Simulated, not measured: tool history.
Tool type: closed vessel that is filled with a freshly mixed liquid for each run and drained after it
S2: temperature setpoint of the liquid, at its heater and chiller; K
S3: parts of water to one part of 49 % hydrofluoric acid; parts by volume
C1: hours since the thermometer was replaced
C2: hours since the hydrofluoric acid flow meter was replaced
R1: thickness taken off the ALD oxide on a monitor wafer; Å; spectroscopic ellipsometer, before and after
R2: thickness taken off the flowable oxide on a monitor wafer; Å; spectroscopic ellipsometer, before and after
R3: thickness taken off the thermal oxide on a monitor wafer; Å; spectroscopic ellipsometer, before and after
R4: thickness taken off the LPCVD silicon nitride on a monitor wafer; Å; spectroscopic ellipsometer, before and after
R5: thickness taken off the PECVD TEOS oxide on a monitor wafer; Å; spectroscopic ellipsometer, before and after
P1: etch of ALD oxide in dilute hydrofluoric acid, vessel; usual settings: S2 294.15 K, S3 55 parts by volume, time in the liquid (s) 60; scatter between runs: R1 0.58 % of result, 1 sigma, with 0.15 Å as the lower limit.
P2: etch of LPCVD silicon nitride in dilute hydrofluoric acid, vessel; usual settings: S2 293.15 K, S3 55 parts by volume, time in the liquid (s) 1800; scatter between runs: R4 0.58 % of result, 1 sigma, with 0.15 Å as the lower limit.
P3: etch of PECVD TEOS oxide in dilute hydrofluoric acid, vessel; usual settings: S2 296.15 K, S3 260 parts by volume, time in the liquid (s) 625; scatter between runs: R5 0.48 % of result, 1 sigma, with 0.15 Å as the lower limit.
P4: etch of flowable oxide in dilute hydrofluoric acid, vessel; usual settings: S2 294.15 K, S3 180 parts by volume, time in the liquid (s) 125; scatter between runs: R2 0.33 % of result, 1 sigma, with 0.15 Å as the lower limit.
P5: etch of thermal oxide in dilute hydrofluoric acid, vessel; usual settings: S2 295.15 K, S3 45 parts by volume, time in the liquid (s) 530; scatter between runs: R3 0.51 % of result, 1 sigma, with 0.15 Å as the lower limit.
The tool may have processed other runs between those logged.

run 1 hour=7.3 | process_that_ran=P1 S2=294.15 S3=55 time_in_the_liquid_(s)=60 | C1=232.6 C2=961.2 | R1=228.94
run 2 hour=15.8 | process_that_ran=P4 S2=294.15 S3=180 time_in_the_liquid_(s)=125 | C1=241.1 C2=969.7 | R2=141.72
run 3 hour=24.4 | process_that_ran=P1 S2=294.15 S3=55 time_in_the_liquid_(s)=100 | C1=249.7 C2=978.3 | R1=379.06
run 4 hour=31.1 | process_that_ran=P1 S2=290.15 S3=90 time_in_the_liquid_(s)=60 | C1=256.4 C2=985 | R1=113.32
run 5 hour=39.9 | process_that_ran=P1 S2=294.15 S3=55 time_in_the_liquid_(s)=30 | C1=265.2 C2=993.8 | R1=113.4
run 6 hour=46.1 | process_that_ran=P5 S2=295.15 S3=20 time_in_the_liquid_(s)=530 | C1=271.4 C2=1000 | R3=1241.5
run 7 hour=54.3 | process_that_ran=P1 S2=290.15 S3=55 time_in_the_liquid_(s)=60 | C1=279.6 C2=1008.2 | R1=191.95
run 8 hour=60.6 | process_that_ran=P2 S2=293.15 S3=85 time_in_the_liquid_(s)=1800 | C1=285.9 C2=1014.5 | R4=89.711
run 9 hour=65.3 | process_that_ran=P1 S2=294.15 S3=55 time_in_the_liquid_(s)=60 | C1=290.6 C2=1019.2 | R1=230.23
run 10 hour=73.5 | process_that_ran=P1 S2=294.15 S3=55 time_in_the_liquid_(s)=60 | C1=298.8 C2=1027.4 | R1=227.26
run 11 hour=79.5 | process_that_ran=P1 S2=294.15 S3=75 time_in_the_liquid_(s)=60 | C1=304.8 C2=1033.4 | R1=164.32
run 12 hour=87 | process_that_ran=P2 S2=293.15 S3=55 time_in_the_liquid_(s)=615 | C1=312.3 C2=1040.9 | R4=46.757
run 13 hour=94.9 | process_that_ran=P3 S2=302.65 S3=260 time_in_the_liquid_(s)=625 | C1=320.2 C2=1048.8 | R5=467.78
run 14 hour=104.1 | process_that_ran=P2 S2=301.15 S3=55 time_in_the_liquid_(s)=1800 | C1=329.4 C2=1058 | R4=235.52
run 15 hour=112.5 | process_that_ran=P1 S2=294.15 S3=55 time_in_the_liquid_(s)=60 | C1=337.8 C2=1066.4 | R1=229.86
run 16 hour=117.4 | process_that_ran=P1 S2=294.15 S3=55 time_in_the_liquid_(s)=60 | C1=342.7 C2=1071.3 | R1=229.59
run 17 hour=122 | process_that_ran=P4 S2=290.15 S3=180 time_in_the_liquid_(s)=125 | C1=347.3 C2=1075.9 | R2=121.51
run 18 hour=131.1 | process_that_ran=P1 S2=294.15 S3=55 time_in_the_liquid_(s)=60 | C1=356.4 C2=1085 | R1=230.65
run 19 hour=140.6 | process_that_ran=P1 S2=294.15 S3=55 time_in_the_liquid_(s)=60 | C1=365.9 C2=1094.5 | R1=227.77
run 20 hour=150.7 | process_that_ran=P3 S2=296.15 S3=260 time_in_the_liquid_(s)=195 | C1=376 C2=1104.6 | R5=118.44
run 21 hour=158.2 | process_that_ran=P3 S2=296.15 S3=260 time_in_the_liquid_(s)=625 | C1=383.5 C2=1112.1 | R5=373.95
run 22 hour=163.3 | process_that_ran=P3 S2=296.15 S3=50 time_in_the_liquid_(s)=625 | C1=388.6 C2=1117.2 | R5=2473.9
run 23 hour=171.6 | process_that_ran=P4 S2=294.15 S3=180 time_in_the_liquid_(s)=125 | C1=396.9 C2=1125.5 | R2=142.3
run 24 hour=176.2 | process_that_ran=P1 S2=300.15 S3=55 time_in_the_liquid_(s)=60 | C1=401.5 C2=1130.1 | R1=291.8
run 25 hour=181.6 | process_that_ran=P4 S2=294.15 S3=180 time_in_the_liquid_(s)=50 | C1=406.9 C2=1135.5 | R2=56.537
run 26 hour=186.5 | process_that_ran=P5 S2=290.15 S3=45 time_in_the_liquid_(s)=530 | C1=411.8 C2=1140.4 | R3=426.95
run 27 hour=195.9 | process_that_ran=P4 S2=294.15 S3=85 time_in_the_liquid_(s)=125 | C1=421.2 C2=1149.8 | R2=332.14
run 28 hour=206 | process_that_ran=P2 S2=293.15 S3=55 time_in_the_liquid_(s)=1800 | C1=431.3 C2=1159.9 | R4=136.73
run 29 hour=210.5 | process_that_ran=P5 S2=295.15 S3=45 time_in_the_liquid_(s)=990 | C1=435.8 C2=1164.4 | R3=995.43
run 30 hour=215.3 | process_that_ran=P5 S2=295.15 S3=45 time_in_the_liquid_(s)=530 | C1=440.6 C2=1169.2 | R3=533.96
run 31 hour=221.3 | process_that_ran=P1 S2=294.15 S3=20 time_in_the_liquid_(s)=60 | C1=446.6 C2=1175.2 | R1=652.49
run 32 hour=227.6 | process_that_ran=P1 S2=294.15 S3=55 time_in_the_liquid_(s)=60 | C1=452.9 C2=1181.5 | R1=227.72
run 33 hour=232.3 | process_that_ran=P1 S2=294.15 S3=55 time_in_the_liquid_(s)=60 | C1=457.6 C2=1186.2 | R1=235.62
run 34 hour=240.7 | process_that_ran=P1 S2=294.15 S3=55 time_in_the_liquid_(s)=60 | C1=466 C2=1194.6 | R1=241.4
run 35 hour=246.9 | process_that_ran=P1 S2=294.15 S3=55 time_in_the_liquid_(s)=60 | C1=472.2 C2=1200.8 | R1=244.18
run 36 hour=253.4 | process_that_ran=P1 S2=294.15 S3=55 time_in_the_liquid_(s)=60 | C1=478.7 C2=1207.3 | R1=246.91
run 37 hour=262.3 | process_that_ran=P1 S2=294.15 S3=55 time_in_the_liquid_(s)=60 | C1=487.6 C2=1216.2 | R1=248.92
run 38 hour=268.5 | process_that_ran=P1 S2=294.15 S3=55 time_in_the_liquid_(s)=60 | C1=493.8 C2=1222.4 | R1=249.9
run 39 hour=273.9 | process_that_ran=P1 S2=294.15 S3=55 time_in_the_liquid_(s)=60 | C1=499.2 C2=1227.8 | R1=250.98
run 40 hour=283.1 | process_that_ran=P1 S2=294.15 S3=55 time_in_the_liquid_(s)=60 | C1=508.4 C2=1237 | R1=250.94

P1 no longer gives what it gave before; its output has crept away from where it was. The following 2 causes, each at its listed size, fit the log equally well:
A: liquid hotter than its thermometer reads (K) = 2.33
B: hydrofluoric acid flow above the setpoint (%) = 9.51
The drift started at roughly hour 227.6.

Consider the 4 single-wafer check runs listed below, results given as question marks: which one distinguishes between the causes by giving clearly different results for each?
run check 1 hour=292.3 | process_that_ran=P2 S2=300.65 S3=55 time_in_the_liquid_(s)=970 | R4=?
run check 2 hour=292.3 | process_that_ran=P3 S2=301.65 S3=55 time_in_the_liquid_(s)=625 | R5=?
run check 3 hour=292.3 | process_that_ran=P5 S2=291.15 S3=45 time_in_the_liquid_(s)=530 | R3=?
run check 4 hour=292.3 | process_that_ran=P4 S2=294.15 S3=90 time_in_the_liquid_(s)=125 | R2=?

Expected result of each check under each candidate cause:
check=check_1 result=R4 if_A=142.29 if_B=133.78
check=check_2 result=R5 if_A=3065.8 if_B=3086.5
check=check_3 result=R3 if_A=494.44 if_B=492.18
check=check_4 result=R2 if_A=343.4 if_B=345.3
Smallest distance between any two causes, each pair judged by its most separating result, in per cent: check 1 6.17 %; check 2 0.67 %; check 3 0.46 %; check 4 0.55 %
Check 1 is the one run that separates the causes; every other check would come out nearly the same whichever cause is at work.

Check 1 has now been run. It gave: R4 134.66 Å. Which of the candidate causes is it?

Of the candidate causes, it is B: hydrofluoric acid flow above the setpoint (%).

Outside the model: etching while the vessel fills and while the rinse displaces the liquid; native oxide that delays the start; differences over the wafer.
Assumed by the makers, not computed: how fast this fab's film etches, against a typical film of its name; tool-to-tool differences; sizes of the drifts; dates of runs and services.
